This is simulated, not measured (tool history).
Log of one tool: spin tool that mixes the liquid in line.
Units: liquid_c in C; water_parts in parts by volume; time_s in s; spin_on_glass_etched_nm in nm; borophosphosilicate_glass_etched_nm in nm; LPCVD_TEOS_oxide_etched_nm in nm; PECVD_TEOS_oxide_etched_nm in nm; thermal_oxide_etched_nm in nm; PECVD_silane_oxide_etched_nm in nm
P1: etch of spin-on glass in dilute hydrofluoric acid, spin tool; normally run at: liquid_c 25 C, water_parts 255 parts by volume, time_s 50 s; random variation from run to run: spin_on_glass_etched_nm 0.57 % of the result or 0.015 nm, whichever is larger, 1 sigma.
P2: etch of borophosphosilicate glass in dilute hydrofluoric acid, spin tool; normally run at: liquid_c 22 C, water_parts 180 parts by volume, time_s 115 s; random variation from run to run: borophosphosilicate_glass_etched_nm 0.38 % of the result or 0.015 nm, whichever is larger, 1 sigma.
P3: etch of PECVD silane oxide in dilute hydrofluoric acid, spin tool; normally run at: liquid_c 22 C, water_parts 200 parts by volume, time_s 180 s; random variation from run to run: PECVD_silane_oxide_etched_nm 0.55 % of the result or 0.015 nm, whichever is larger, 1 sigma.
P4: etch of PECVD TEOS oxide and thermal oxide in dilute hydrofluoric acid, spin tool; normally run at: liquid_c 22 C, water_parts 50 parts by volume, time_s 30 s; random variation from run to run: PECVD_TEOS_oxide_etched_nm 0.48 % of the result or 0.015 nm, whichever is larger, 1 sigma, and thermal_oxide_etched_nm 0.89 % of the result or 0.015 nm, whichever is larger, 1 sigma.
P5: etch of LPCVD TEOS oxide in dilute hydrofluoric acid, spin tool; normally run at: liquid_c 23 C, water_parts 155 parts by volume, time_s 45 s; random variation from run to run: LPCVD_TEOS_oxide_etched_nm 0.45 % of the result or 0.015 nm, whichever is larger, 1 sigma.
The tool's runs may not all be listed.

run   hour  process  liquid_c  water_parts  time_s  hours since the thermometer was replaced  hours since the hydrofluoric acid flow meter was replaced  spin_on_glass_etched_nm  borophosphosilicate_glass_etched_nm  LPCVD_TEOS_oxide_etched_nm  PECVD_TEOS_oxide_etched_nm  thermal_oxide_etched_nm  PECVD_silane_oxide_etched_nm
  1    5.6       P1        25          255      50                                     669.9                                                     1616.6                   5.1396
  2     11       P1        25          255      50                                     675.3                                                       1622                   5.0967
  3   16.8       P2        22          180     115                                     681.1                                                     1627.8                                                         22.49
  4   21.2       P1        25          255      50                                     685.5                                                     1632.2                   5.1204
  5   26.1       P1      32.5          255      50                                     690.4                                                     1637.1                   6.6495
  6   31.2       P5        23          275      45                                     695.5                                                     1642.2                                                                                    4.5138
  7     35       P4        22           50      30                                     699.3                                                       1646                                                                                                                 7.775                   2.7386
  8   41.6       P5        23          155      45                                     705.9                                                     1652.6                                                                                    9.1216
  9   47.8       P3        22           95     180                                     712.1                                                     1658.8                                                                                                                                                                       39.517
 10   52.4       P1        31          110      50                                     716.7                                                     1663.4                   17.453
 11   55.8       P2        18          180     115                                     720.1                                                     1666.8                                                        19.198
 12   61.8       P4        17           50      30                                     726.1                                                     1672.8                                                                                                                6.2818                   2.2194
 13   67.6       P3      29.5          200     180                                     731.9                                                     1678.6                                                                                                                                                                       21.885
 14   72.7       P2        22          305     115                                       737                                                     1683.7                                                        11.692
 15   79.2       P1      17.5          255      50                                     743.5                                                     1690.2                   3.8738
 16   83.2       P2        22          180     170                                     747.5                                                     1694.2                                                          33.1
 17   90.7       P1        21          255      15                                       755                                                     1701.7                   1.3682
 18   96.3       P1        25          440      50                                     760.6                                                     1707.3                   2.4704
        99  -- thermometer replaced
 19  103.5       P3        22          200     180                                       4.5                                                     1714.5                                                                                                                                                                       16.677
 20  107.7       P4        22           20      30                                       8.7                                                     1718.7                                                                                                                20.175                   7.1711
 21  113.9       P5        23          155      15                                      14.9                                                     1724.9                                                                                    3.0254
 22  118.8       P5      29.5          155      45                                      19.8                                                     1729.8                                                                                    11.556
 23  125.6       P1        21          100      50                                      26.6                                                     1736.6                   13.126
 24    130       P2        22          180     115                                        31                                                       1741                                                        22.386
 25  136.9       P1        25          255      20                                      37.9                                                     1747.9                   2.0465
 26  142.5       P1        25          255      50                                      43.5                                                     1753.5                   5.1001
 27  148.1       P1        25          255      50                                      49.1                                                     1759.1                   5.1251
 28  153.5       P1        25          255      95                                      54.5                                                     1764.5                   9.7159
 29  157.9       P1        25          150      50                                      58.9                                                     1768.9                   9.7866
 30  163.5       P4        22           50      15                                      64.5                                                     1774.5                                                                                                                3.8485                   1.3852
 31  167.5       P3        22          200     320                                      68.5                                                     1778.5                                                                                                                                                                         29.7
 32  171.7       P1        25          255      50                                      72.7                                                     1782.7                   5.1244

Forecast run 33:
 33  176.8       P1        25          255      50                                      77.8                                                     1787.8                        ?

{"run 33": {"spin_on_glass_etched_nm": 4.931}}

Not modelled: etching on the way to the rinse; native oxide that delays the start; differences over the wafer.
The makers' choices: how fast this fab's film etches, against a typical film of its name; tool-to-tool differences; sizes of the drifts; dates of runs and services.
